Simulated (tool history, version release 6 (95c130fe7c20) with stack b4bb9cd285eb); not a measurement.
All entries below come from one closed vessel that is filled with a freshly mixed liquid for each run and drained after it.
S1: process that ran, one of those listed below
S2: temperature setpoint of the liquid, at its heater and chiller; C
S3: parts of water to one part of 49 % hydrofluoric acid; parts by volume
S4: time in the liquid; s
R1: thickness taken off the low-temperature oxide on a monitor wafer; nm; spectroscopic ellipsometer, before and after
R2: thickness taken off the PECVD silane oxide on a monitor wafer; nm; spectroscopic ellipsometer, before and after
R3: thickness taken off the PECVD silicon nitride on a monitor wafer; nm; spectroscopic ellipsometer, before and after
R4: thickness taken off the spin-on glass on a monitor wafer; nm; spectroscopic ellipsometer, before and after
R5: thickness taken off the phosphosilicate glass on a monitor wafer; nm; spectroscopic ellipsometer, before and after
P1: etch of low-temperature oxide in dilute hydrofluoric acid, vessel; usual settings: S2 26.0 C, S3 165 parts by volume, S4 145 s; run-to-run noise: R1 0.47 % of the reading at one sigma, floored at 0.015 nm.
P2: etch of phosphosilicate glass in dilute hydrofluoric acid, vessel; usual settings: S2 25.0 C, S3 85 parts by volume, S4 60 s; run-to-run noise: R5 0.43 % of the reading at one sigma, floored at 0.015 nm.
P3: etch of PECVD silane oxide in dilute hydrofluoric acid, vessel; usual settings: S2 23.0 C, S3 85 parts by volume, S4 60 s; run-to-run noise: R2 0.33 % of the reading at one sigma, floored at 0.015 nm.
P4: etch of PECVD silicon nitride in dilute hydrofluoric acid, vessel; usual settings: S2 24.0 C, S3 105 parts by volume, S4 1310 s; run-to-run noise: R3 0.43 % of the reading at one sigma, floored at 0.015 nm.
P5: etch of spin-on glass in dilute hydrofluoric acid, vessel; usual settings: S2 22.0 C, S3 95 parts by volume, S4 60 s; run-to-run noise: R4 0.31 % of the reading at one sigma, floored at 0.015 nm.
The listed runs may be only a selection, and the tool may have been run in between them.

{"run": 1, "hour": 13.6, "S1": "P1", "S2": 26.0, "S3": 165, "S4": 145, "R1": 16.43}
{"run": 2, "hour": 25.6, "S1": "P3", "S2": 31.0, "S3": 85, "S4": 60, "R2": 46.068}
{"run": 3, "hour": 40.5, "S1": "P1", "S2": 26.0, "S3": 230, "S4": 280, "R1": 21.097}
{"run": 4, "hour": 59.6, "S1": "P4", "S2": 18.5, "S3": 105, "S4": 1310, "R3": 33.427}
{"run": 5, "hour": 78.0, "S1": "P1", "S2": 26.0, "S3": 225, "S4": 255, "R1": 19.791}
{"run": 6, "hour": 89.5, "S1": "P5", "S2": 22.0, "S3": 95, "S4": 60, "R4": 28.509}
{"run": 7, "hour": 105.7, "S1": "P2", "S2": 25.0, "S3": 85, "S4": 60, "R5": 56.44}
{"run": 8, "hour": 118.7, "S1": "P1", "S2": 20.5, "S3": 165, "S4": 145, "R1": 13.315}
{"run": 9, "hour": 133.1, "S1": "P2", "S2": 18.0, "S3": 85, "S4": 60, "R5": 42.639}
{"run": 10, "hour": 145.6, "S1": "P1", "S2": 26.0, "S3": 165, "S4": 245, "R1": 27.548}
{"run": 11, "hour": 160.8, "S1": "P1", "S2": 26.0, "S3": 270, "S4": 145, "R1": 8.9525}
{"run": 12, "hour": 170.9, "S1": "P2", "S2": 25.0, "S3": 140, "S4": 60, "R5": 32.037}
{"run": 13, "hour": 189.2, "S1": "P1", "S2": 26.0, "S3": 165, "S4": 145, "R1": 16.304}
{"run": 14, "hour": 201.6, "S1": "P1", "S2": 26.0, "S3": 165, "S4": 145, "R1": 16.332}
{"run": 15, "hour": 220.7, "S1": "P5", "S2": 22.0, "S3": 20, "S4": 60, "R4": 148.95}
{"run": 16, "hour": 231.8, "S1": "P1", "S2": 26.0, "S3": 165, "S4": 145, "R1": 16.602}
{"run": 17, "hour": 244.2, "S1": "P1", "S2": 26.0, "S3": 165, "S4": 30, "R1": 3.3789}
{"run": 18, "hour": 261.3, "S1": "P1", "S2": 26.0, "S3": 165, "S4": 145, "R1": 16.509}
{"run": 19, "hour": 275.3, "S1": "P1", "S2": 26.0, "S3": 105, "S4": 145, "R1": 27.735}
{"run": 20, "hour": 285.1, "S1": "P3", "S2": 23.0, "S3": 85, "S4": 60, "R2": 33.892}
{"run": 21, "hour": 297.7, "S1": "P4", "S2": 24.0, "S3": 105, "S4": 2345, "R3": 86.896}
{"run": 22, "hour": 316.1, "S1": "P4", "S2": 24.0, "S3": 105, "S4": 1310, "R3": 48.731}
{"run": 23, "hour": 335.0, "S1": "P3", "S2": 23.0, "S3": 145, "S4": 60, "R2": 18.464}
{"run": 24, "hour": 350.1, "S1": "P5", "S2": 29.5, "S3": 95, "S4": 60, "R4": 38.379}
{"run": 25, "hour": 358.9, "S1": "P5", "S2": 22.0, "S3": 95, "S4": 85, "R4": 40.485}
{"run": 26, "hour": 368.9, "S1": "P3", "S2": 23.0, "S3": 85, "S4": 100, "R2": 56.098}
{"run": 27, "hour": 379.2, "S1": "P3", "S2": 23.0, "S3": 85, "S4": 60, "R2": 33.744}
{"run": 28, "hour": 391.1, "S1": "P2", "S2": 25.0, "S3": 85, "S4": 105, "R5": 99.518}
{"run": 29, "hour": 407.5, "S1": "P4", "S2": 24.0, "S3": 25, "S4": 1310, "R3": 195.49}
{"run": 30, "hour": 419.1, "S1": "P1", "S2": 34.0, "S3": 165, "S4": 145, "R1": 21.84}
{"run": 31, "hour": 431.4, "S1": "P2", "S2": 25.0, "S3": 85, "S4": 60, "R5": 56.77}
{"run": 32, "hour": 440.5, "S1": "P1", "S2": 26.0, "S3": 165, "S4": 145, "R1": 16.487}
{"run": 33, "hour": 455.4, "S1": "P1", "S2": 26.0, "S3": 165, "S4": 145, "R1": 15.993}
{"run": 34, "hour": 474.8, "S1": "P1", "S2": 26.0, "S3": 165, "S4": 145, "R1": 15.571}
{"run": 35, "hour": 483.7, "S1": "P1", "S2": 26.0, "S3": 165, "S4": 145, "R1": 15.376}
{"run": 36, "hour": 498.7, "S1": "P1", "S2": 26.0, "S3": 165, "S4": 145, "R1": 15.283}
{"run": 37, "hour": 516.5, "S1": "P1", "S2": 26.0, "S3": 165, "S4": 145, "R1": 15.22}
{"run": 38, "hour": 534.9, "S1": "P1", "S2": 26.0, "S3": 165, "S4": 145, "R1": 15.155}
{"run": 39, "hour": 548.3, "S1": "P1", "S2": 26.0, "S3": 165, "S4": 145, "R1": 14.903}
{"run": 40, "hour": 565.5, "S1": "P1", "S2": 26.0, "S3": 165, "S4": 145, "R1": 15.038}
{"run": 41, "hour": 581.9, "S1": "P1", "S2": 26.0, "S3": 165, "S4": 145, "R1": 14.87}
{"run": 42, "hour": 591.2, "S1": "P1", "S2": 26.0, "S3": 165, "S4": 145, "R1": 14.892}

P1 no longer gives what it gave before; its output has crept away from where it was. The following 2 causes, each at its listed size, fit the log equally well:
A: hydrofluoric acid flow below the setpoint (%) = 7.25
B: liquid colder than its thermometer reads (K) = 2.41
Creep in the process output first set in at about hour 440.5.

Each of the 4 check runs below uses one wafer; its results are left as question marks. Which run tells the causes apart?
{"run": "check 1", "hour": 600.5, "S1": "P3", "S2": 27.0, "S3": 130, "S4": 60, "R2": "?"}
{"run": "check 2", "hour": 600.5, "S1": "P2", "S2": 25.0, "S3": 130, "S4": 90, "R5": "?"}
{"run": "check 3", "hour": 600.5, "S1": "P5", "S2": 29.0, "S3": 95, "S4": 60, "R4": "?"}
{"run": "check 4", "hour": 600.5, "S1": "P4", "S2": 24.0, "S3": 30, "S4": 1310, "R3": "?"}

Check results expected under each cause:
check=check_1 result=R2 if_A=22.382 if_B=22.296
check=check_2 result=R5 if_A=48.225 if_B=47.925
check=check_3 result=R4 if_A=34.459 if_B=34.218
check=check_4 result=R3 if_A=153.830 if_B=140.220
Minimum pairwise separation of causes per check, each pair taken at its best-separating result: check 1 0.39 %; check 2 0.62 %; check 3 0.7 %; check 4 9.26 %
Of the check runs offered, only check 4 discriminates between the causes; the rest would read about the same regardless of which cause applies.

The results of check 4 are: R3 139.750 nm. Based on these, which of the listed causes is it?

B is the cause: liquid colder than its thermometer reads (K).
